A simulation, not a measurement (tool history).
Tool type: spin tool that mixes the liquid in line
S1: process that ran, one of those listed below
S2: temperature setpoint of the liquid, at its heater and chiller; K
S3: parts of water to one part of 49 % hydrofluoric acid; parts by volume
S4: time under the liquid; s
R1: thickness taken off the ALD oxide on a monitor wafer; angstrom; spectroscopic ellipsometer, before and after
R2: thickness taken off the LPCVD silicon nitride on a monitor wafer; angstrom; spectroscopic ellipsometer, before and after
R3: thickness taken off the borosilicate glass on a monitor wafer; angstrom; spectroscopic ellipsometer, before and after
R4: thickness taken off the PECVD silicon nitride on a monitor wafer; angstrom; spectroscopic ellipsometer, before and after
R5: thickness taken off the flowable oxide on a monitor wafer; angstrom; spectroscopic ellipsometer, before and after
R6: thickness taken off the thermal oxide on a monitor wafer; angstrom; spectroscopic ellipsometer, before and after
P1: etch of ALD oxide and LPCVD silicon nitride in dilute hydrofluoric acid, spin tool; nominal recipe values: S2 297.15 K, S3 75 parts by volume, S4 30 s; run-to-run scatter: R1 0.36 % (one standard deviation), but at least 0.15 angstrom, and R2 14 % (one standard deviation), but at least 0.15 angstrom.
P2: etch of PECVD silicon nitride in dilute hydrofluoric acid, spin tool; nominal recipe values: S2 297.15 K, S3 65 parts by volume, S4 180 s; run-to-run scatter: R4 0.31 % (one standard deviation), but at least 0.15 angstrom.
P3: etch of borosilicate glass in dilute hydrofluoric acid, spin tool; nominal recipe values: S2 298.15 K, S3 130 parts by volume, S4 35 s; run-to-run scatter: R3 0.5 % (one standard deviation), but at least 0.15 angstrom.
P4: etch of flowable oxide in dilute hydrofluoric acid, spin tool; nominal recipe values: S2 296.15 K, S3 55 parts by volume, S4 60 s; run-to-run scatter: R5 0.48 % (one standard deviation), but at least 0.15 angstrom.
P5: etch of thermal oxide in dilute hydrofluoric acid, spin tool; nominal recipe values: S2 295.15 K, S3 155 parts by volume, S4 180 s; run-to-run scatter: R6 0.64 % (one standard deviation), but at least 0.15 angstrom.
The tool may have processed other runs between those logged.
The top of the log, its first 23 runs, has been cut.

| run | day | S1 | S2 | S3 | S4 | R1 | R2 | R3 | R4 | R5 | R6 |
|---|---|---|---|---|---|---|---|---|---|---|---|
| 24 | 7.104 | P4 | 296.15 | 55 | 60 |  |  |  |  | 555.45 |  |
| 25 | 7.404 | P5 | 290.15 | 155 | 180 |  |  |  |  |  | 41.812 |
| 26 | 7.812 | P2 | 297.15 | 65 | 180 |  |  |  | 88.53 |  |  |
| 27 | 8.046 | P4 | 296.15 | 55 | 60 |  |  |  |  | 562.9 |  |
| 28 | 8.271 | P1 | 302.65 | 75 | 30 | 86.891 | 2.3314 |  |  |  |  |
| 29 | 8.5 | P1 | 297.15 | 75 | 30 | 69.737 | 2.2571 |  |  |  |  |
| 30 | 8.896 | P5 | 295.15 | 155 | 180 |  |  |  |  |  | 51.214 |
| 31 | 9.154 | P1 | 297.15 | 75 | 30 | 70.457 | 2.0135 |  |  |  |  |
| 32 | 9.446 | P1 | 297.15 | 75 | 30 | 71.894 | 2.0139 |  |  |  |  |
| 33 | 9.746 | P1 | 297.15 | 75 | 30 | 72.56 | 2.1504 |  |  |  |  |
| 34 | 10.017 | P1 | 297.15 | 75 | 30 | 74.055 | 1.9182 |  |  |  |  |
| 35 | 10.225 | P1 | 297.15 | 75 | 30 | 74.318 | 2.0936 |  |  |  |  |
| 36 | 10.475 | P1 | 297.15 | 75 | 30 | 75.083 | 2.2282 |  |  |  |  |
| 37 | 10.842 | P1 | 297.15 | 75 | 30 | 75.285 | 2.0421 |  |  |  |  |

The next listed run, before its measurement:
| 38 | 11.125 | P1 | 297.15 | 75 | 30 | ? | ? |  |  |  |  |

R1: 75.218 angstrom
R2: 2.4762 angstrom
